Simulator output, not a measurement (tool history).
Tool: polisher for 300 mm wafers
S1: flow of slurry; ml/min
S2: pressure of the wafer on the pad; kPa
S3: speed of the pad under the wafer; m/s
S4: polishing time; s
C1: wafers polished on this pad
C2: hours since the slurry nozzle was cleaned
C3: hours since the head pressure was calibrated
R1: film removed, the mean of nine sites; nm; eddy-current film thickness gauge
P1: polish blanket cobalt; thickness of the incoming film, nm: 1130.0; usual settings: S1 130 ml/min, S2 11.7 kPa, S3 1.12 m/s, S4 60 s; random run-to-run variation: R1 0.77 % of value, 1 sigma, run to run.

Run 1, day 0.158: S1 130 ml/min, S2 11.7 kPa, S3 1.12 m/s, S4 60 s; C1 322; C2 142.3; C3 322.7. Result: R1 249.73 nm.
Run 2, day 0.421: S1 130 ml/min, S2 11.7 kPa, S3 1.12 m/s, S4 60 s; C1 385; C2 148.6; C3 329. Result: R1 250.82 nm.
Run 3, day 0.767: S1 130 ml/min, S2 11.7 kPa, S3 1.12 m/s, S4 27 s; C1 468; C2 156.9; C3 337.3. Result: R1 111.68 nm.
At day 0.85: slurry nozzle cleaned.
Run 4, day 1.038: S1 130 ml/min, S2 11.7 kPa, S3 1.12 m/s, S4 60 s; C1 532; C2 4.5; C3 343.8. Result: R1 250.09 nm.
Run 5, day 1.192: S1 130 ml/min, S2 11.7 kPa, S3 1.12 m/s, S4 60 s; C1 569; C2 8.2; C3 347.5. Result: R1 250.17 nm.
Run 6, day 1.517: S1 130 ml/min, S2 11.7 kPa, S3 1.12 m/s, S4 60 s; C1 647; C2 16; C3 355.3. Result: R1 249.49 nm.
Run 7, day 1.738: S1 130 ml/min, S2 11.7 kPa, S3 1.12 m/s, S4 60 s; C1 700; C2 21.3; C3 360.6. Result: R1 251.22 nm.
Run 8, day 1.967: S1 130 ml/min, S2 7.6 kPa, S3 1.12 m/s, S4 60 s; C1 755; C2 26.8; C3 366.1. Result: R1 162.78 nm.
Run 9, day 2.167: S1 130 ml/min, S2 17.9 kPa, S3 1.12 m/s, S4 60 s; C1 803; C2 31.6; C3 370.9. Result: R1 380.8 nm.
At day 2.321: head pressure recalibrated.
Run 10, day 2.325: S1 185 ml/min, S2 11.7 kPa, S3 1.12 m/s, S4 40 s; C1 841; C2 35.4; C3 0.1. Result: R1 174.6 nm.
Run 11, day 2.567: S1 80 ml/min, S2 11.7 kPa, S3 1.12 m/s, S4 60 s; C1 899; C2 41.2; C3 5.9. Result: R1 222.76 nm.
Run 12, day 2.825: S1 180 ml/min, S2 11.7 kPa, S3 1.12 m/s, S4 60 s; C1 961; C2 47.4; C3 12.1. Result: R1 264.5 nm.
Run 13, day 3.05: S1 130 ml/min, S2 11.7 kPa, S3 1.6 m/s, S4 60 s; C1 1015; C2 52.8; C3 17.5. Result: R1 354.87 nm.
Run 14, day 3.362: S1 130 ml/min, S2 11.7 kPa, S3 0.5 m/s, S4 60 s; C1 1090; C2 60.3; C3 25. Result: R1 111.17 nm.
Run 15, day 3.633: S1 130 ml/min, S2 11.7 kPa, S3 1.12 m/s, S4 94 s; C1 1155; C2 66.8; C3 31.5. Result: R1 395.09 nm.
Run 16, day 3.983: S1 130 ml/min, S2 11.7 kPa, S3 1.12 m/s, S4 60 s; C1 1239; C2 75.2; C3 39.9. Result: R1 251.08 nm.
Run 17, day 4.204: S1 130 ml/min, S2 11.7 kPa, S3 1.12 m/s, S4 60 s; C1 1292; C2 80.5; C3 45.2. Result: R1 237.56 nm.
Run 18, day 4.408: S1 130 ml/min, S2 11.7 kPa, S3 1.12 m/s, S4 60 s; C1 1341; C2 85.4; C3 50.1. Result: R1 229.98 nm.
Run 19, day 4.575: S1 130 ml/min, S2 11.7 kPa, S3 1.12 m/s, S4 60 s; C1 1381; C2 89.4; C3 54.1. Result: R1 229.6 nm.
Run 20, day 4.767: S1 130 ml/min, S2 11.7 kPa, S3 1.12 m/s, S4 60 s; C1 1427; C2 94; C3 58.7. Result: R1 224.41 nm.
Run 21, day 4.933: S1 130 ml/min, S2 11.7 kPa, S3 1.12 m/s, S4 60 s; C1 1467; C2 98; C3 62.7. Result: R1 225.19 nm.
At day 4.954: worn pad replaced by a new one.
Run 22, day 5.221: S1 130 ml/min, S2 11.7 kPa, S3 1.12 m/s, S4 60 s; C1 64; C2 104.9; C3 69.6. Result: R1 223.48 nm.
Run 23, day 5.417: S1 130 ml/min, S2 11.7 kPa, S3 1.12 m/s, S4 60 s; C1 111; C2 109.6; C3 74.3. Result: R1 223.51 nm.
Run 24, day 5.675: S1 130 ml/min, S2 11.7 kPa, S3 1.12 m/s, S4 60 s; C1 173; C2 115.8; C3 80.5. Result: R1 223.75 nm.

Compared with where it was, what P1 gives has crept away. Each cause listed below fits the log as well as the rest, at the size given for it:
A: head's pressure below its setpoint, % = 11.2
B: slurry flow missing at the pad, % = 38.1
The process output started creeping at around day 3.983.
The rest of the possible causes, and what rules out each one:
removal rate lost through wear of the pad, %: serviced at day 4.954, after the drift had started, without restoring the earlier output

Each of the check runs listed below is run on 2 wafers and reports their average, with the results left as question marks. Pick the one under which the possible causes would lead to clearly different results.
Run check 1, day 5.933: S1 85 ml/min, S2 16.5 kPa, S3 1.12 m/s, S4 60 s. Result: R1 ?.
Run check 2, day 5.933: S1 130 ml/min, S2 17.9 kPa, S3 1.12 m/s, S4 60 s. Result: R1 ?.
Run check 3, day 5.933: S1 130 ml/min, S2 11.7 kPa, S3 0.66 m/s, S4 60 s. Result: R1 ?.
Run check 4, day 5.933: S1 130 ml/min, S2 15.9 kPa, S3 1.12 m/s, S4 60 s. Result: R1 ?.

Expected result of each check under each candidate cause:
  check  result    if A    if B
check 1      R1  282.91  268.64
check 2      R1  339.56  339.59
check 3      R1  130.83  130.84
check 4      R1  300.38  300.41
Distance between the nearest two causes, measured in the result of the check that separates them most: check 1 5.17 %; check 2 0.01 %; check 3 0.01 %; check 4 0.01 %
Check 1 is the one run that separates the causes; every other check would come out nearly the same whichever cause is at work.

Then check 1 was run and gave: R1 281.19 nm. Which cause is it?

Of the candidate causes, it is A: head's pressure below its setpoint, %.
